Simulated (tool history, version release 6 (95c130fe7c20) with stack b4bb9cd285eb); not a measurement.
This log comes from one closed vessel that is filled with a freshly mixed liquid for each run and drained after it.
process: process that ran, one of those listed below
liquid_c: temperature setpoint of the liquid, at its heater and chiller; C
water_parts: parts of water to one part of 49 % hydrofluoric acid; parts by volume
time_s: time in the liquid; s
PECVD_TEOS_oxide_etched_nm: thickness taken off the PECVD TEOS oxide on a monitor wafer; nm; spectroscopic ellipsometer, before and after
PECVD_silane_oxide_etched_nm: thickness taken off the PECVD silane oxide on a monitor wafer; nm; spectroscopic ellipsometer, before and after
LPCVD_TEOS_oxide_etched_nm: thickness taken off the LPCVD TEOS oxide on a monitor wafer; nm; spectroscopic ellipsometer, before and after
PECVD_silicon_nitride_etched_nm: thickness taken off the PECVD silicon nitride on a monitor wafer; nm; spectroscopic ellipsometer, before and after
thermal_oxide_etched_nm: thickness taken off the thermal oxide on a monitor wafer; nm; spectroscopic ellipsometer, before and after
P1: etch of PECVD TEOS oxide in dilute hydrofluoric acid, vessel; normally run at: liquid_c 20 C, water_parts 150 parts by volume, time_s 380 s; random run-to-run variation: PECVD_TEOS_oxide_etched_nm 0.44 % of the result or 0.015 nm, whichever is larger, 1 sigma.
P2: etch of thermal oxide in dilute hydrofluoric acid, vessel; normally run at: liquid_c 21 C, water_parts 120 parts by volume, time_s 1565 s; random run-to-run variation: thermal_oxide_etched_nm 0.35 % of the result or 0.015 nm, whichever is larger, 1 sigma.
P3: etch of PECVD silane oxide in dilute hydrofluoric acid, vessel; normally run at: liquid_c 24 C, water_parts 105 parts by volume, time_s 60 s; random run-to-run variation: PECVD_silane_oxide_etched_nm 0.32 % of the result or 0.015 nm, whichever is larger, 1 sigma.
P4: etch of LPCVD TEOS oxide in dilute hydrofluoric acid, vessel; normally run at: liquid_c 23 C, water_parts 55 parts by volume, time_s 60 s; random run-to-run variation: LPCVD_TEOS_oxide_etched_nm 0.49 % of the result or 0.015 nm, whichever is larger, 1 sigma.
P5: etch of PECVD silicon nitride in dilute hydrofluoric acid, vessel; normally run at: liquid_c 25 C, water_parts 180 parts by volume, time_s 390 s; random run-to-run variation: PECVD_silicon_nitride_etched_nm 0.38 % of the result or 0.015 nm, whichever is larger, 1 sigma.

| run | day | process | liquid_c | water_parts | time_s | PECVD_TEOS_oxide_etched_nm | PECVD_silane_oxide_etched_nm | LPCVD_TEOS_oxide_etched_nm | PECVD_silicon_nitride_etched_nm | thermal_oxide_etched_nm |
|---|---|---|---|---|---|---|---|---|---|---|
| 1 | 0.508 | P1 | 20 | 150 | 380 | 27.193 |  |  |  |  |
| 2 | 0.962 | P3 | 24 | 165 | 60 |  | 6.3521 |  |  |  |
| 3 | 1.267 | P4 | 23 | 100 | 60 |  |  | 17.335 |  |  |
| 4 | 1.658 | P1 | 17 | 150 | 380 | 24.172 |  |  |  |  |
| 5 | 1.912 | P1 | 20 | 150 | 380 | 27.425 |  |  |  |  |
| 6 | 2.188 | P5 | 29.5 | 180 | 390 |  |  |  | 14.166 |  |
| 7 | 2.496 | P5 | 25 | 180 | 390 |  |  |  | 10.667 |  |
| 8 | 2.95 | P4 | 28 | 55 | 60 |  |  | 41.002 |  |  |
| 9 | 3.296 | P4 | 23 | 55 | 120 |  |  | 66.453 |  |  |
| 10 | 3.558 | P1 | 20 | 150 | 380 | 27.433 |  |  |  |  |
| 11 | 4.067 | P5 | 25 | 330 | 390 |  |  |  | 5.8652 |  |
| 12 | 4.458 | P5 | 25 | 180 | 390 |  |  |  | 10.681 |  |
| 13 | 4.838 | P1 | 20 | 150 | 615 | 44.187 |  |  |  |  |
| 14 | 5.354 | P2 | 21 | 65 | 1565 |  |  |  |  | 106.49 |
| 15 | 5.692 | P3 | 24 | 105 | 30 |  | 5.3851 |  |  |  |
| 16 | 5.962 | P1 | 20 | 150 | 380 | 27.34 |  |  |  |  |
| 17 | 6.479 | P2 | 21 | 120 | 1565 |  |  |  |  | 54.235 |
| 18 | 6.767 | P1 | 23.5 | 150 | 135 | 11.182 |  |  |  |  |
| 19 | 7.042 | P5 | 25 | 180 | 50 |  |  |  | 1.3485 |  |
| 20 | 7.333 | P2 | 21 | 120 | 1565 |  |  |  |  | 53.911 |
| 21 | 7.688 | P4 | 23 | 55 | 60 |  |  | 33.217 |  |  |
| 22 | 7.946 | P1 | 20 | 45 | 585 | 158.88 |  |  |  |  |
| 23 | 8.3 | P1 | 20 | 150 | 65 | 4.6451 |  |  |  |  |
|  | 8.308 | hydrofluoric acid flow meter replaced |
| 24 | 8.588 | P1 | 20 | 215 | 380 | 17.851 |  |  |  |  |
| 25 | 9.029 | P3 | 17 | 105 | 60 |  | 8.1202 |  |  |  |
| 26 | 9.525 | P1 | 20 | 150 | 380 | 27.363 |  |  |  |  |
| 27 | 9.896 | P2 | 17 | 120 | 1565 |  |  |  |  | 46.063 |
| 28 | 10.204 | P1 | 20 | 60 | 380 | 75.387 |  |  |  |  |
| 29 | 10.612 | P3 | 24 | 105 | 60 |  | 10.784 |  |  |  |
| 30 | 11.029 | P1 | 20 | 220 | 725 | 33.345 |  |  |  |  |
| 31 | 11.404 | P2 | 21 | 120 | 2830 |  |  |  |  | 98.214 |
| 32 | 11.883 | P1 | 26 | 150 | 380 | 34.477 |  |  |  |  |
| 33 | 12.354 | P1 | 20 | 150 | 380 | 27.651 |  |  |  |  |
| 34 | 12.638 | P1 | 20 | 150 | 380 | 28.003 |  |  |  |  |
| 35 | 13.071 | P1 | 20 | 150 | 380 | 28.759 |  |  |  |  |
| 36 | 13.438 | P1 | 20 | 150 | 380 | 29.089 |  |  |  |  |
| 37 | 13.696 | P1 | 20 | 150 | 380 | 29.187 |  |  |  |  |
| 38 | 14.088 | P1 | 20 | 150 | 380 | 29.353 |  |  |  |  |
| 39 | 14.546 | P1 | 20 | 150 | 380 | 29.541 |  |  |  |  |
| 40 | 14.833 | P1 | 20 | 150 | 380 | 29.587 |  |  |  |  |
| 41 | 15.296 | P1 | 20 | 150 | 380 | 29.649 |  |  |  |  |
| 42 | 15.75 | P1 | 20 | 150 | 380 | 29.775 |  |  |  |  |

What P1 gives has crept away from where it was. These 2 causes fit the log equally well, each at the size given:
A: hydrofluoric acid flow above the setpoint (%) = 7.5
B: liquid hotter than its thermometer reads (K) = 2.12
The drift started at roughly day 12.354.

4 check runs are offered, one wafer each, their results left as question marks. Which one tells the causes apart?
| check 1 | 16.204 | P5 | 25 | 235 | 130 |  |  |  | ? |  |
| check 2 | 16.204 | P2 | 21 | 80 | 2785 |  |  |  |  | ? |
| check 3 | 16.204 | P3 | 17 | 105 | 30 |  | ? |  |  |  |
| check 4 | 16.204 | P4 | 23 | 90 | 95 |  |  | ? |  |  |

If the cause were each of the candidates in turn, the checks would give the following:
| check | result | if A | if B |
|---|---|---|---|
| check 1 | PECVD_silicon_nitride_etched_nm | 2.9426 | 3.1175 |
| check 2 | thermal_oxide_etched_nm | 164.03 | 165.31 |
| check 3 | PECVD_silane_oxide_etched_nm | 4.377 | 4.4137 |
| check 4 | LPCVD_TEOS_oxide_etched_nm | 33.47 | 33.622 |
Separation of the two closest causes in each check, using whichever result separates them best: check 1 5.77 %; check 2 0.78 %; check 3 0.84 %; check 4 0.45 %
Check 1 tells the causes apart: in the others they would give nearly the same result.

Then check 1 was run and gave: PECVD_silicon_nitride_etched_nm 2.9749 nm. Which cause is it?

It is A: hydrofluoric acid flow above the setpoint (%).
